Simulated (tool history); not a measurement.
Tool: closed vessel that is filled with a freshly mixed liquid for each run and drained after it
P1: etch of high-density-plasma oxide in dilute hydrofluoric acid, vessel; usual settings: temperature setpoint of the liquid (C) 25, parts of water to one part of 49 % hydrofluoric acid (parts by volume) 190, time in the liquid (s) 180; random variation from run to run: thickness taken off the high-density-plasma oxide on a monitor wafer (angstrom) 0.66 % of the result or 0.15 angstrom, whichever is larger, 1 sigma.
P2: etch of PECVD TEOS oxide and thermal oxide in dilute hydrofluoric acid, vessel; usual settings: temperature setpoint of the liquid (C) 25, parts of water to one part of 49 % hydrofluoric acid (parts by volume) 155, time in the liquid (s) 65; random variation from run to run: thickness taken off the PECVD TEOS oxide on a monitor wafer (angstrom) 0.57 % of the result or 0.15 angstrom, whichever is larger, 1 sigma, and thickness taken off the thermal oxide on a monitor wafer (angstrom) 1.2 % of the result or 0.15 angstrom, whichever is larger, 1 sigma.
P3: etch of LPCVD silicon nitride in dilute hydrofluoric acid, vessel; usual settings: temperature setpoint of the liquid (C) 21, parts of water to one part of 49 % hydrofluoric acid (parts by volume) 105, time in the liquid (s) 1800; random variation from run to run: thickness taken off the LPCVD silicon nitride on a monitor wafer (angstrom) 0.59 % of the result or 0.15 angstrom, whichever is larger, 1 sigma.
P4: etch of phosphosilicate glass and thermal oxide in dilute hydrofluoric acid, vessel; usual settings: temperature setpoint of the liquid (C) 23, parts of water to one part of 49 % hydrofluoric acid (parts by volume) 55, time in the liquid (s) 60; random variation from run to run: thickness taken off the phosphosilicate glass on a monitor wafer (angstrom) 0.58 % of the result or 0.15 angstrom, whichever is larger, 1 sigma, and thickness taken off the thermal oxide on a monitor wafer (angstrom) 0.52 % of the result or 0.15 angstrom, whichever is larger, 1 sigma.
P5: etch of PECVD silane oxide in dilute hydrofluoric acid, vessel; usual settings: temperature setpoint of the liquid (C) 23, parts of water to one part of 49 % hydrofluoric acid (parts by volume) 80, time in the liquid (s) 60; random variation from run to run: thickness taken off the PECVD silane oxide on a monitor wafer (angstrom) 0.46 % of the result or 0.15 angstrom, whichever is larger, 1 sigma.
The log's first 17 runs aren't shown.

run   hour  process that ran  temperature setpoint of the liquid (C)  parts of water to one part of 49 % hydrofluoric acid (parts by volume)  time in the liquid (s)  thickness taken off the high-density-plasma oxide on a monitor wafer (angstrom)  thickness taken off the phosphosilicate glass on a monitor wafer (angstrom)  thickness taken off the thermal oxide on a monitor wafer (angstrom)  thickness taken off the PECVD silane oxide on a monitor wafer (angstrom)  thickness taken off the LPCVD silicon nitride on a monitor wafer (angstrom)  thickness taken off the PECVD TEOS oxide on a monitor wafer (angstrom)
 18   93.7                P2                                      25                                                                     155                      65                                                                                                                                                                                                                             20.158                                                                                                                                                                                                                         54.078
 19   99.3                P2                                      25                                                                     155                     110                                                                                                                                                                                                                             34.194                                                                                                                                                                                                                         92.461
 20  105.3                P4                                      17                                                                      55                      60                                                                                                                                                        732.44                                                               41.111
 21  109.8                P3                                      21                                                                     105                    1800                                                                                                                                                                                                                                                                                                                                                                                    61.065
 22  115.5                P3                                      17                                                                     105                    1800                                                                                                                                                                                                                                                                                                                                                                                    46.433
 23  122.2                P2                                      32                                                                     155                      65                                                                                                                                                                                                                             26.181                                                                                                                                                                                                                         70.985
 24  127.3                P2                                      25                                                                     285                      65                                                                                                                                                                                                                             9.8467                                                                                                                                                                                                                         25.783
 25  131.1                P1                                      25                                                                     325                     180                                                                           23.242
 26  135.4                P5                                      23                                                                      80                      60                                                                                                                                                                                                                                                                                                       289.09
 27  139.3                P1                                      29                                                                      90                     180                                                                           127.09
 28  145.2                P1                                      25                                                                     190                     180                                                                           45.912
 29  149.4                P3                                      21                                                                      65                    1800                                                                                                                                                                                                                                                                                                                                                                                    96.004
 30  154.4                P1                                    17.5                                                                     255                     180                                                                           23.886
 31  160.4                P4                                      23                                                                      90                      60                                                                                                                                                        551.47                                                               31.526
 32    166                P1                                      25                                                                      65                     180                                                                           155.56
 33  170.7                P1                                      25                                                                     190                     180                                                                           45.309
 34  176.1                P1                                      25                                                                     190                     180                                                                            45.15
 35  182.4                P1                                      25                                                                     190                     180                                                                           43.962

Forecast run 36:
 36  189.5                P1                                      25                                                                     190                     180                                                                                ?

Run 36 gave thickness taken off the high-density-plasma oxide on a monitor wafer (angstrom) 42.781.
